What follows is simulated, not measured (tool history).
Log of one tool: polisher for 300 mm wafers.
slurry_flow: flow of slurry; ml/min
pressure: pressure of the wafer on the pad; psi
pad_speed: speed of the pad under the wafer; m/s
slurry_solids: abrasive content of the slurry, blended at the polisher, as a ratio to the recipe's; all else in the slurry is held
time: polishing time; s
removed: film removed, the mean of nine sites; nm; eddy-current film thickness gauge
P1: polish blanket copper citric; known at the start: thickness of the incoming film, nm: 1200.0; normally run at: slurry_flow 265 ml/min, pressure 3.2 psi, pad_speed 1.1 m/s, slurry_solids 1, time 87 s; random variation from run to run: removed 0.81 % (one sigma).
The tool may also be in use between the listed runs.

Run 1, hour 12.7: slurry_flow 265 ml/min, pressure 3.2 psi, pad_speed 1.1 m/s, slurry_solids 1, time 87 s. Result: removed 233 nm.
Run 2, hour 26: slurry_flow 335 ml/min, pressure 3.2 psi, pad_speed 1.1 m/s, slurry_solids 1, time 87 s. Result: removed 238.09 nm.
Run 3, hour 32.4: slurry_flow 265 ml/min, pressure 3.2 psi, pad_speed 1.1 m/s, slurry_solids 1, time 117 s. Result: removed 311.84 nm.
Run 4, hour 43: slurry_flow 265 ml/min, pressure 4.8 psi, pad_speed 1.1 m/s, slurry_solids 1, time 87 s. Result: removed 346.81 nm.
Run 5, hour 50.8: slurry_flow 160 ml/min, pressure 3.2 psi, pad_speed 1.68 m/s, slurry_solids 1, time 87 s. Result: removed 327.76 nm.
Run 6, hour 63: slurry_flow 160 ml/min, pressure 3.2 psi, pad_speed 1.1 m/s, slurry_solids 1, time 87 s. Result: removed 215.31 nm.
At hour 65.1: head pressure recalibrated.
Run 7, hour 71.7: slurry_flow 265 ml/min, pressure 3.2 psi, pad_speed 1.1 m/s, slurry_solids 0.6, time 87 s. Result: removed 208.41 nm.
Run 8, hour 84.3: slurry_flow 265 ml/min, pressure 3.2 psi, pad_speed 1.1 m/s, slurry_solids 1, time 87 s. Result: removed 233.28 nm.
Run 9, hour 96.5: slurry_flow 265 ml/min, pressure 3.2 psi, pad_speed 0.5 m/s, slurry_solids 1, time 87 s. Result: removed 108.44 nm.
At hour 97.5: slurry blender recalibrated.
Run 10, hour 110.2: slurry_flow 265 ml/min, pressure 3.2 psi, pad_speed 1.1 m/s, slurry_solids 1, time 87 s. Result: removed 233.28 nm.
Run 11, hour 120.1: slurry_flow 265 ml/min, pressure 1.5 psi, pad_speed 1.1 m/s, slurry_solids 1, time 87 s. Result: removed 110.6 nm.
Run 12, hour 129.3: slurry_flow 265 ml/min, pressure 3.2 psi, pad_speed 1.1 m/s, slurry_solids 1, time 87 s. Result: removed 232.49 nm.
Run 13, hour 140.7: slurry_flow 265 ml/min, pressure 3.2 psi, pad_speed 1.72 m/s, slurry_solids 1, time 87 s. Result: removed 353.57 nm.

The next listed run, before its measurement:
Run 14, hour 151.3: slurry_flow 265 ml/min, pressure 3.2 psi, pad_speed 1.1 m/s, slurry_solids 1, time 56 s. Result: removed ?.

removed: 148.45 nm
